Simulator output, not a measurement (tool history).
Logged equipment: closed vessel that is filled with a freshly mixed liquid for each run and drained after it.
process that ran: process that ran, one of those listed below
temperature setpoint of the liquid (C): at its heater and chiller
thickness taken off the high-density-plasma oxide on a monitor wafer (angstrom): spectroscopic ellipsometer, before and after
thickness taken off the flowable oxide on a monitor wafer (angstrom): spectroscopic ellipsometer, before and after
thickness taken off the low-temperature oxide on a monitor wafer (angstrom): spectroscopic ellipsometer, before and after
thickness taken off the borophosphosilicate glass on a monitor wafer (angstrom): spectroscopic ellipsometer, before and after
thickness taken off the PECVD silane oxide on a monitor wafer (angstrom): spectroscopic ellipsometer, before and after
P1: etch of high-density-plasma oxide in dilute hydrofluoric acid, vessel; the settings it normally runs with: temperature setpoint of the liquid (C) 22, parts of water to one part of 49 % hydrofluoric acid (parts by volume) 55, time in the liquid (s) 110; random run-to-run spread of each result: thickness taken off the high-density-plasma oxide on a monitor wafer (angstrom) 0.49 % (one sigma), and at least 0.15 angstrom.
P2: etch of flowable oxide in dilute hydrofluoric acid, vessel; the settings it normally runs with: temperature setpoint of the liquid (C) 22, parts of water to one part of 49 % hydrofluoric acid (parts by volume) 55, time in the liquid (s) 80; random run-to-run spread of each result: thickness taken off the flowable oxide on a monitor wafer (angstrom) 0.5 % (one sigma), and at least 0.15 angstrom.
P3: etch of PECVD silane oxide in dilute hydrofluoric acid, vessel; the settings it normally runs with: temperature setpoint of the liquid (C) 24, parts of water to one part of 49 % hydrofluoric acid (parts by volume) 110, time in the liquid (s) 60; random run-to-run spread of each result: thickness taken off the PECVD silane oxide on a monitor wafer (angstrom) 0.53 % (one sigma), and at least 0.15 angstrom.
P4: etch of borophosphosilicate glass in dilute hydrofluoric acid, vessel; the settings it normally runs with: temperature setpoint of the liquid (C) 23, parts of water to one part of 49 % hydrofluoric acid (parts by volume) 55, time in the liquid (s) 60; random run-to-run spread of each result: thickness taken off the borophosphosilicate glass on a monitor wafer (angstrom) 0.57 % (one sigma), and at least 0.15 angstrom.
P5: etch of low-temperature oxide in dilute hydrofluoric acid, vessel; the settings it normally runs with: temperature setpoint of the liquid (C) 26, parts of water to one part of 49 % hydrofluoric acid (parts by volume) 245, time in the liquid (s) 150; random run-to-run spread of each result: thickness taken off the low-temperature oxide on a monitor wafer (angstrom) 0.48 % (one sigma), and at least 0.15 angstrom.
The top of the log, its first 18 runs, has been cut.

run	hour	process that ran	temperature setpoint of the liquid (C)	parts of water to one part of 49 % hydrofluoric acid (parts by volume)	time in the liquid (s)	thickness taken off the high-density-plasma oxide on a monitor wafer (angstrom)	thickness taken off the flowable oxide on a monitor wafer (angstrom)	thickness taken off the low-temperature oxide on a monitor wafer (angstrom)	thickness taken off the borophosphosilicate glass on a monitor wafer (angstrom)	thickness taken off the PECVD silane oxide on a monitor wafer (angstrom)
19	193.4	P1	26.5	20	110	375.58				
20	205.8	P2	22	55	80		385.19			
21	214.8	P3	24	20	60					1139.8
22	221.7	P5	19	245	150			149.7		
23	230.3	P2	22	85	80		237.99			
24	240.5	P1	17	55	110	88.695				
25	249.1	P5	26	415	150			96.932		
26	262.8	P3	24	110	60					184.12
27	274.5	P2	22	55	30		143.35			
28	284.6	P1	22	55	110	108.28				
29	296.6	P4	23	55	60				785.63	
30	307.1	P4	23	100	60				405.53	
31	316.4	P4	31.5	55	60				1088.5	
32	332	P1	22	55	110	108.19				
33	339.8	P1	22	55	110	104.74				
34	352.6	P1	22	55	110	102.82				

Run 35 has not been measured yet. What should we expect?
35	365.1	P1	22	55	110	?				

thickness taken off the high-density-plasma oxide on a monitor wafer (angstrom): 100.07
